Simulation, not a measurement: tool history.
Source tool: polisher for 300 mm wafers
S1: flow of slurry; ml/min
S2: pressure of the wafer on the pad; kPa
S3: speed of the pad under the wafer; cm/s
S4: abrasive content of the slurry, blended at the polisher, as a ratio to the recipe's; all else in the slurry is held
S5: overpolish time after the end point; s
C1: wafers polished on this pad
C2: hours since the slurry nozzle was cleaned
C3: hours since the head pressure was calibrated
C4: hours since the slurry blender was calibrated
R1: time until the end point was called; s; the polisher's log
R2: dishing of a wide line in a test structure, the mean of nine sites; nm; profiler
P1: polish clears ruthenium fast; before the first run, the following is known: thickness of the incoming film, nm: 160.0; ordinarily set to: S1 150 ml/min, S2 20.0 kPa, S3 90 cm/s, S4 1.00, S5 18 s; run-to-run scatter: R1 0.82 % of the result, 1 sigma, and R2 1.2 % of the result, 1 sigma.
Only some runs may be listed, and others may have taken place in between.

run  hour   S1    S2   S3    S4  S5    C1     C2     C3     C4       R1      R2
  1   3.1  150  20.0   90  1.00  18   254  201.5  505.6  171.8   46.116  47.707
  2   7.5  150  20.0   90  1.35  18   297  205.9  510.0  176.2   40.653  52.086
  3  12.0  150  20.0   90  1.00  18   341  210.4  514.5  180.7   46.109  47.968
  4  16.9  150  20.0  140  1.00  18   389  215.3  519.4  185.6   30.070  68.552
  5  22.7  150  20.0   90  1.00  18   446  221.1  525.2  191.4   46.149  47.759
  6  27.8  150  20.0   90  1.00   5   496  226.2  530.3  196.5   46.578  14.570
  7  33.1  150  20.0   90  1.00  18   548  231.5  535.6  201.8   45.927  47.355
  8  36.3  150   9.7   90  1.00  10   579  234.7  538.8  205.0   96.595  13.852
  9  42.3  150   9.0   90  1.00  18   638  240.7  544.8  211.0  102.310  22.567
 10  47.0  150  20.0   90  0.55  18   684  245.4  549.5  215.7   63.796  35.420
 11  52.0  150  20.0   48  1.00  18   733  250.4  554.5  220.7   85.539  26.381
 12  56.4  150  30.3   90  1.00  18   777  254.8  558.9  225.1   30.721  67.362
     56.6  -- head pressure recalibrated
 13  61.6  150  20.0   90  1.00  18   828  260.0    5.1  230.3   46.693  48.015
 14  67.5  190  20.0   90  1.00  18   885  265.9   11.0  236.2   44.210  48.004
 15  71.0  150  20.0   90  1.00  30   920  269.4   14.5  239.7   46.556  74.319
 16  77.1  100  20.0   90  1.00  18   980  275.5   20.6  245.8   50.026  44.083
 17  81.1  150  20.0   90  1.00  18  1019  279.5   24.6  249.8   46.258  46.596
 18  84.9  150  20.0   90  1.00  18  1056  283.3   28.4  253.6   47.889  45.203
 19  89.5  150  20.0   90  1.00  18  1101  287.9   33.0  258.2   48.718  44.394

Predict the results of run 20:
 20  94.6  150  20.0  90  1.00  18  1151  293.0  38.1  263.3   ?   ?

R1: 49.936 s
R2: 44.506 nm

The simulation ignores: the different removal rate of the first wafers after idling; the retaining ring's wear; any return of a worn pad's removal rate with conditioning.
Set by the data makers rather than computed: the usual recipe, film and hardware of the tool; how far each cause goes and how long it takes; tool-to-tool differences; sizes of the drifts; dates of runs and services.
